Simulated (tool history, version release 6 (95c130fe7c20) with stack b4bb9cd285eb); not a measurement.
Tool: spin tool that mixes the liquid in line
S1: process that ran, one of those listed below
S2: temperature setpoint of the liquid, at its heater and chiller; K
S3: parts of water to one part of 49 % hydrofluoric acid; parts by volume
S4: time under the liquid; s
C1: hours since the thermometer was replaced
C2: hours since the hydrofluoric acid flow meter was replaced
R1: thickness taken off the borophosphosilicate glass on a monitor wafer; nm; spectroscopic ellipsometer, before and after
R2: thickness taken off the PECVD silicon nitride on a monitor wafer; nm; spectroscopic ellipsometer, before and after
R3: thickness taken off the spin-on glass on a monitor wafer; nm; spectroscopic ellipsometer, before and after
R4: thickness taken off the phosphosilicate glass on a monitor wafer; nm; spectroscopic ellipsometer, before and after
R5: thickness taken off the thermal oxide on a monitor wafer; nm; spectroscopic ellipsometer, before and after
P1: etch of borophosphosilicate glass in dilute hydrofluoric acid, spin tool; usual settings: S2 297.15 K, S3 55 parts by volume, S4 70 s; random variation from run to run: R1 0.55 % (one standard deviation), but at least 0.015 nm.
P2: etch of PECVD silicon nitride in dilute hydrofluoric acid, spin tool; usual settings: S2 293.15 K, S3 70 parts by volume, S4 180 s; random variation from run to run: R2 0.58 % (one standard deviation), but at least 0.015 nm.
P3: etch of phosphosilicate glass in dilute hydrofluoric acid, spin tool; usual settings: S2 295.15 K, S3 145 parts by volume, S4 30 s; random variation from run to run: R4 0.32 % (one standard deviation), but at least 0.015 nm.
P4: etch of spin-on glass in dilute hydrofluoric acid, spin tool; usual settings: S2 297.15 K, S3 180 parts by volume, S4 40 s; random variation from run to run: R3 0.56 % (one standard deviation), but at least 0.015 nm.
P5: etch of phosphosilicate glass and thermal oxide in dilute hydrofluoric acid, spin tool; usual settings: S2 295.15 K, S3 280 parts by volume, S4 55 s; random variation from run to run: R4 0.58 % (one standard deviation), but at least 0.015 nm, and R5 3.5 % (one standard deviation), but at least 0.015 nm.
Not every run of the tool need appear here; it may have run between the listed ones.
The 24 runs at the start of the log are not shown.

Run 25, hour 314.8: S1 P1, S2 304.15 K, S3 90 parts by volume, S4 70 s; C1 43.8; C2 24.8. Result: R1 36.698 nm.
Run 26, hour 332.4: S1 P1, S2 297.15 K, S3 55 parts by volume, S4 120 s; C1 61.4; C2 42.4. Result: R1 82.376 nm.
Run 27, hour 349.4: S1 P3, S2 295.15 K, S3 65 parts by volume, S4 30 s; C1 78.4; C2 59.4. Result: R4 33.137 nm.
Run 28, hour 358.5: S1 P5, S2 295.15 K, S3 280 parts by volume, S4 30 s; C1 87.5; C2 68.5. Result: R4 7.1859 nm, R5 0.38367 nm.
Run 29, hour 369: S1 P4, S2 291.15 K, S3 180 parts by volume, S4 40 s; C1 98; C2 79. Result: R3 8.0769 nm.
Run 30, hour 383.3: S1 P1, S2 297.15 K, S3 20 parts by volume, S4 70 s; C1 112.3; C2 93.3. Result: R1 140.56 nm.
Run 31, hour 396.8: S1 P2, S2 293.15 K, S3 70 parts by volume, S4 180 s; C1 125.8; C2 106.8. Result: R2 5.6926 nm.
Run 32, hour 409: S1 P4, S2 297.15 K, S3 180 parts by volume, S4 40 s; C1 138; C2 119. Result: R3 10.201 nm.
Run 33, hour 419.1: S1 P3, S2 290.15 K, S3 145 parts by volume, S4 30 s; C1 148.1; C2 129.1. Result: R4 10.971 nm.
Run 34, hour 434: S1 P1, S2 297.15 K, S3 55 parts by volume, S4 70 s; C1 163; C2 144. Result: R1 48.536 nm.
Run 35, hour 449.5: S1 P1, S2 297.15 K, S3 55 parts by volume, S4 70 s; C1 178.5; C2 159.5. Result: R1 48.569 nm.
Run 36, hour 460.9: S1 P1, S2 297.15 K, S3 55 parts by volume, S4 70 s; C1 189.9; C2 170.9. Result: R1 50.147 nm.
Run 37, hour 475.9: S1 P1, S2 297.15 K, S3 55 parts by volume, S4 70 s; C1 204.9; C2 185.9. Result: R1 51.048 nm.
Run 38, hour 484.1: S1 P1, S2 297.15 K, S3 55 parts by volume, S4 70 s; C1 213.1; C2 194.1. Result: R1 51.749 nm.
Run 39, hour 498.9: S1 P1, S2 297.15 K, S3 55 parts by volume, S4 70 s; C1 227.9; C2 208.9. Result: R1 51.512 nm.
Run 40, hour 508.2: S1 P1, S2 297.15 K, S3 55 parts by volume, S4 70 s; C1 237.2; C2 218.2. Result: R1 51.957 nm.

Expected results for the next run?
Run 41, hour 519.5: S1 P1, S2 297.15 K, S3 55 parts by volume, S4 70 s; C1 248.5; C2 229.5. Result: R1 ?.

Run 41 measured R1 52.461 nm.
